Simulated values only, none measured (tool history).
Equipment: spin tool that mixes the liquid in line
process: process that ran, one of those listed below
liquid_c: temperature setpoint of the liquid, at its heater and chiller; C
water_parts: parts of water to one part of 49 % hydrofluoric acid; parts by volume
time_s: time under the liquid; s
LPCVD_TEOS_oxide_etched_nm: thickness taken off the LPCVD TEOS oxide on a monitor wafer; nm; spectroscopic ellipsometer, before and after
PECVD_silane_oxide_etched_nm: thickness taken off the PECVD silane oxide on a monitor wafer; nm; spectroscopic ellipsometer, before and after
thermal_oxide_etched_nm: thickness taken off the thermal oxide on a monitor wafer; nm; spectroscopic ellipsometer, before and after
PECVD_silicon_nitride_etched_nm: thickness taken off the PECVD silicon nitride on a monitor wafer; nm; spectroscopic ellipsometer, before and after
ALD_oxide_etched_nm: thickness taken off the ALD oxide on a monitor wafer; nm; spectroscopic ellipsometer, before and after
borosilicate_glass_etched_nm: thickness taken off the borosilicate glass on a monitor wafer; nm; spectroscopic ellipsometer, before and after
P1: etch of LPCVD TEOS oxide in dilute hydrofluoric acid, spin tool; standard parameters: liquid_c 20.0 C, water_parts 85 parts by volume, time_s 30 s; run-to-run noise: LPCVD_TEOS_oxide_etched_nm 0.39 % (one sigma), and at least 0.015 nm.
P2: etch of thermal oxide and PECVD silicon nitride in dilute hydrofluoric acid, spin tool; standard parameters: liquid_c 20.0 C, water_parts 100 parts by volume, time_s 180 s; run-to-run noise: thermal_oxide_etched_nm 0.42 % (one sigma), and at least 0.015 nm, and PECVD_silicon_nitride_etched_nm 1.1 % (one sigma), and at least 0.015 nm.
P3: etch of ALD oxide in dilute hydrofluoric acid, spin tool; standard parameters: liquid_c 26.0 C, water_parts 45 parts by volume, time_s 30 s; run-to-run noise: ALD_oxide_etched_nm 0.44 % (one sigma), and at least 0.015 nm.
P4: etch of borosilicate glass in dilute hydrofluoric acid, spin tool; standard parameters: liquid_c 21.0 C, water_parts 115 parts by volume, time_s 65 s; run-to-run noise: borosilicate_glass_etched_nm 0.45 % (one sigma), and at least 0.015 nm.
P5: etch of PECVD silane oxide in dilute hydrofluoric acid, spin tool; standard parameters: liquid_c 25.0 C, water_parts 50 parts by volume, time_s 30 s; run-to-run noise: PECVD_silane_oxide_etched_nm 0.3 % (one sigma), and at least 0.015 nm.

run	hour	process	liquid_c	water_parts	time_s	hours since the thermometer was replaced	hours since the hydrofluoric acid flow meter was replaced	LPCVD_TEOS_oxide_etched_nm	PECVD_silane_oxide_etched_nm	thermal_oxide_etched_nm	PECVD_silicon_nitride_etched_nm	ALD_oxide_etched_nm	borosilicate_glass_etched_nm
1	2.5	P1	20.0	85	30	706.2	230.1	11.2230					
2	5.2	P5	25.0	50	15	708.9	232.8		11.623				
3	10.2	P5	25.0	50	30	713.9	237.8		23.158				
4	15.0	P1	20.0	140	30	718.7	242.6	6.3451					
5	19.8	P5	25.0	80	30	723.5	247.4		13.818				
6	24.0	P1	20.0	85	30	727.7	251.6	11.2170					
7	26.5	P1	20.0	120	55	730.2	254.1	13.9800					
8	31.5	P2	17.0	100	180	735.2	259.1			6.2504	1.9577		
9	34.1	P1	20.0	85	15	737.8	261.7	5.5619					
10	37.8	P3	26.0	45	30	741.5	265.4					14.9180	
11	41.6	P5	29.0	50	30	745.3	269.2		27.201				
12	46.4	P1	28.5	85	30	750.1	274.0	15.6780					
13	49.6	P3	26.0	45	15	753.3	277.2					7.5148	
14	52.8	P1	20.0	85	30	756.5	280.4	11.1100					
15	55.8	P1	20.0	40	30	759.5	283.4	25.1610					
16	60.4	P2	20.0	100	330	764.1	288.0			12.8270	4.3980		
17	64.0	P2	20.0	60	180	767.7	291.6			12.3160	4.0335		
18	69.0	P4	21.0	115	120	772.7	296.6						28.065
19	72.5	P3	26.0	20	30	776.2	300.1					34.6080	
20	75.6	P1	20.0	85	30	779.3	303.2	11.2300					
21	79.6	P4	21.0	115	65	783.3	307.2						14.963
22	83.3	P3	26.0	45	30	787.0	310.9					14.9760	
23	85.8	P1	20.0	85	30	789.5	313.4	11.1890					
24	90.3	P4	17.0	115	65	794.0	317.9						12.811
25	94.1	P3	20.5	45	30	797.8	321.7					11.9390	
26	98.8	P4	21.0	20	65	802.5	326.4						96.904
# hour 99.7: hydrofluoric acid flow meter replaced
27	101.6	P2	20.0	100	180	805.3	1.9			6.9820	2.4202		
28	105.9	P1	17.0	85	30	809.6	6.2	9.8432					
# hour 106.7: thermometer replaced
29	109.0	P5	25.0	50	30	2.4	9.3		22.884				
30	113.5	P1	20.0	85	45	6.9	13.8	16.7560					
31	116.0	P1	20.0	120	60	9.4	16.3	15.2240					
32	120.2	P1	20.0	85	30	13.6	20.5	11.2750					
33	123.7	P1	20.0	85	30	17.1	24.0	10.7300					
34	128.1	P1	20.0	85	30	21.5	28.4	10.4520					
35	130.4	P1	20.0	85	30	23.8	30.7	10.3850					
36	134.5	P1	20.0	85	30	27.9	34.8	10.2010					
37	137.5	P1	20.0	85	30	30.9	37.8	10.2110					
38	140.5	P1	20.0	85	30	33.9	40.8	10.1360					
39	144.3	P1	20.0	85	30	37.7	44.6	10.1590					
40	148.2	P1	20.0	85	30	41.6	48.5	10.0950					

The output of P1 has drifted from where it used to be. Each of the 2 causes below, taken at the size shown beside it, accounts for the log equally well:
A: hydrofluoric acid flow below the setpoint (%) = 8.65
B: liquid colder than its thermometer reads (K) = 2.38
Creep in the process output first set in at about hour 120.2.

Which of the 4 check runs listed below, each an average over 2 wafers with its results shown as question marks, gives clearly different results under the different listed causes?
check 1	152.1	P4	21.0	115	65								?
check 2	152.1	P2	20.0	100	180					?	?		
check 3	152.1	P5	25.0	50	30				?				
check 4	152.1	P3	26.0	45	30							?	

How each check would come out, cause by cause:
check	result	if A	if B
check 1	borosilicate_glass_etched_nm	13.608	13.684
check 2	thermal_oxide_etched_nm	6.3734	6.3873
check 2	PECVD_silicon_nitride_etched_nm	2.1969	2.0376
check 3	PECVD_silane_oxide_etched_nm	20.932	20.905
check 4	ALD_oxide_etched_nm	13.5090	13.4920
Minimum pairwise separation of causes per check, each pair taken at its best-separating result: check 1 0.56 %; check 2 7.53 %; check 3 0.13 %; check 4 0.13 %
Only check 2 tells the causes apart: in the others they would give nearly the same result.

Check 2 has now been run. It gave: thermal_oxide_etched_nm 6.3642 nm; PECVD_silicon_nitride_etched_nm 2.1637 nm. Which of the candidate causes is it?

The cause is A: hydrofluoric acid flow below the setpoint (%).
